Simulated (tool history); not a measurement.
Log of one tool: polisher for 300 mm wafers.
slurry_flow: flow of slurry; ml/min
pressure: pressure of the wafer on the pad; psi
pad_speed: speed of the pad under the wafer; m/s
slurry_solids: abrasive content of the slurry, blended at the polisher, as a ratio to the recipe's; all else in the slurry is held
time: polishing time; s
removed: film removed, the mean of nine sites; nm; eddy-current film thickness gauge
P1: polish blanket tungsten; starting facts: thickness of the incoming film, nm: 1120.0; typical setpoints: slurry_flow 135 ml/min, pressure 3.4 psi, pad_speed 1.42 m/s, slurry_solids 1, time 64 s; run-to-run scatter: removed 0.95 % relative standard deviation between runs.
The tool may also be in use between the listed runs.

{"run": 1, "hour": 6.1, "slurry_flow": 135, "pressure": 3.4, "pad_speed": 1.42, "slurry_solids": 1, "time": 64, "removed": 325.54}
{"run": 2, "hour": 10.6, "slurry_flow": 80, "pressure": 3.4, "pad_speed": 1.42, "slurry_solids": 1, "time": 64, "removed": 284.8}
{"run": 3, "hour": 16.0, "slurry_flow": 135, "pressure": 3.4, "pad_speed": 1.42, "slurry_solids": 1, "time": 39, "removed": 194.81}
{"run": 4, "hour": 22.9, "slurry_flow": 90, "pressure": 3.4, "pad_speed": 1.42, "slurry_solids": 0.6, "time": 64, "removed": 258.75}
{"hour": 25.3, "done": "slurry tank refilled with fresh slurry and peroxide"}
{"run": 5, "hour": 26.7, "slurry_flow": 135, "pressure": 3.4, "pad_speed": 2.24, "slurry_solids": 1, "time": 64, "removed": 512.88}
{"run": 6, "hour": 32.9, "slurry_flow": 180, "pressure": 3.4, "pad_speed": 1.42, "slurry_solids": 1, "time": 64, "removed": 338.38}
{"run": 7, "hour": 40.7, "slurry_flow": 135, "pressure": 3.4, "pad_speed": 1.42, "slurry_solids": 1, "time": 64, "removed": 323.41}
{"run": 8, "hour": 45.4, "slurry_flow": 135, "pressure": 4.3, "pad_speed": 1.82, "slurry_solids": 1, "time": 64, "removed": 529.46}
{"run": 9, "hour": 50.3, "slurry_flow": 135, "pressure": 3.4, "pad_speed": 0.94, "slurry_solids": 1, "time": 64, "removed": 214.44}
{"hour": 54.0, "done": "head pressure recalibrated"}
{"run": 10, "hour": 57.4, "slurry_flow": 135, "pressure": 3.4, "pad_speed": 1.42, "slurry_solids": 1, "time": 64, "removed": 322.88}
{"run": 11, "hour": 63.2, "slurry_flow": 135, "pressure": 3.4, "pad_speed": 1.42, "slurry_solids": 0.5, "time": 64, "removed": 277.76}
{"run": 12, "hour": 67.6, "slurry_flow": 135, "pressure": 1.8, "pad_speed": 0.74, "slurry_solids": 1, "time": 64, "removed": 89.965}
{"run": 13, "hour": 74.4, "slurry_flow": 135, "pressure": 3.4, "pad_speed": 1.42, "slurry_solids": 1, "time": 64, "removed": 327.25}
{"run": 14, "hour": 82.2, "slurry_flow": 135, "pressure": 4.9, "pad_speed": 1.42, "slurry_solids": 1, "time": 64, "removed": 470.85}
{"run": 15, "hour": 89.8, "slurry_flow": 135, "pressure": 1.6, "pad_speed": 1.42, "slurry_solids": 1, "time": 64, "removed": 154.26}
{"run": 16, "hour": 96.2, "slurry_flow": 135, "pressure": 3.4, "pad_speed": 1.42, "slurry_solids": 1, "time": 98, "removed": 500.98}
{"run": 17, "hour": 104.4, "slurry_flow": 135, "pressure": 3.4, "pad_speed": 1.42, "slurry_solids": 1, "time": 64, "removed": 323.33}
{"run": 18, "hour": 110.5, "slurry_flow": 135, "pressure": 3.4, "pad_speed": 1.42, "slurry_solids": 1.4, "time": 64, "removed": 349.78}
{"run": 19, "hour": 114.3, "slurry_flow": 135, "pressure": 3.4, "pad_speed": 1.42, "slurry_solids": 1, "time": 64, "removed": 330.44}
{"run": 20, "hour": 119.7, "slurry_flow": 135, "pressure": 3.4, "pad_speed": 1.42, "slurry_solids": 1, "time": 64, "removed": 325.1}
{"run": 21, "hour": 124.5, "slurry_flow": 135, "pressure": 3.4, "pad_speed": 1.42, "slurry_solids": 1, "time": 64, "removed": 319.85}
{"run": 22, "hour": 130.4, "slurry_flow": 135, "pressure": 3.4, "pad_speed": 1.42, "slurry_solids": 1, "time": 64, "removed": 308.26}
{"run": 23, "hour": 134.1, "slurry_flow": 135, "pressure": 3.4, "pad_speed": 1.42, "slurry_solids": 1, "time": 64, "removed": 301.88}
{"hour": 139.4, "done": "slurry tank refilled with fresh slurry and peroxide"}
{"run": 24, "hour": 142.2, "slurry_flow": 135, "pressure": 3.4, "pad_speed": 1.42, "slurry_solids": 1, "time": 64, "removed": 299.65}
{"hour": 148.6, "done": "worn pad replaced by a new one"}
{"run": 25, "hour": 148.6, "slurry_flow": 135, "pressure": 3.4, "pad_speed": 1.42, "slurry_solids": 1, "time": 64, "removed": 294.86}
{"hour": 152.8, "done": "slurry blender recalibrated"}
{"run": 26, "hour": 154.4, "slurry_flow": 135, "pressure": 3.4, "pad_speed": 1.42, "slurry_solids": 1, "time": 64, "removed": 297.09}
{"run": 27, "hour": 161.2, "slurry_flow": 135, "pressure": 3.4, "pad_speed": 1.42, "slurry_solids": 1, "time": 64, "removed": 292.4}
{"run": 28, "hour": 168.6, "slurry_flow": 135, "pressure": 3.4, "pad_speed": 1.42, "slurry_solids": 1, "time": 64, "removed": 294.31}
{"run": 29, "hour": 173.5, "slurry_flow": 135, "pressure": 3.4, "pad_speed": 1.42, "slurry_solids": 1, "time": 64, "removed": 288.98}

What P1 gives has crept off from where it sat before. The 2 causes that follow fit the log equally well, each at the size noted:
A: head's pressure below its setpoint, % = 10.6
B: slurry flow missing at the pad, % = 37.9
The onset of the drift is placed at about hour 119.7.
Why every other cause is out:
removal rate lost through wear of the pad, %: serviced at hour 148.6, after the change had begun; the process did not return to its earlier output
abrasive missing from the slurry, %: serviced at hour 152.8, after the change had begun; the process did not return to its earlier output
peroxide lost from the slurry, %: serviced at hour 139.4, after the change had begun; the process did not return to its earlier output

Each of the check runs listed below is run on 5 wafers and reports their average, with the results left as question marks. Pick the one under which the possible causes would lead to clearly different results.
{"run": "check 1", "hour": 178.4, "slurry_flow": 100, "pressure": 4.3, "pad_speed": 1.42, "slurry_solids": 1, "time": 64, "removed": "?"}
{"run": "check 2", "hour": 178.4, "slurry_flow": 135, "pressure": 1.7, "pad_speed": 1.42, "slurry_solids": 1, "time": 64, "removed": "?"}
{"run": "check 3", "hour": 178.4, "slurry_flow": 135, "pressure": 3.4, "pad_speed": 1.42, "slurry_solids": 1, "time": 78, "removed": "?"}
{"run": "check 4", "hour": 178.4, "slurry_flow": 135, "pressure": 4.9, "pad_speed": 2.14, "slurry_solids": 1, "time": 64, "removed": "?"}

Outcome of each check run for each possible cause:
check=check_1 result=removed if_A=344.3 if_B=332.89
check=check_2 result=removed if_A=145.28 if_B=145.24
check=check_3 result=removed if_A=354.12 if_B=354.02
check=check_4 result=removed if_A=631.07 if_B=630.9
Smallest distance between any two causes, each pair judged by its most separating result, in per cent: check 1 3.37 %; check 2 0.03 %; check 3 0.03 %; check 4 0.03 %
The causes can be told apart only by check 1. The other checks would give nearly the same results under each of them.

Check 1 was carried out, with these results: removed 333.15 nm. Which of the listed causes is responsible?

Of the candidate causes, it is B: slurry flow missing at the pad, %.

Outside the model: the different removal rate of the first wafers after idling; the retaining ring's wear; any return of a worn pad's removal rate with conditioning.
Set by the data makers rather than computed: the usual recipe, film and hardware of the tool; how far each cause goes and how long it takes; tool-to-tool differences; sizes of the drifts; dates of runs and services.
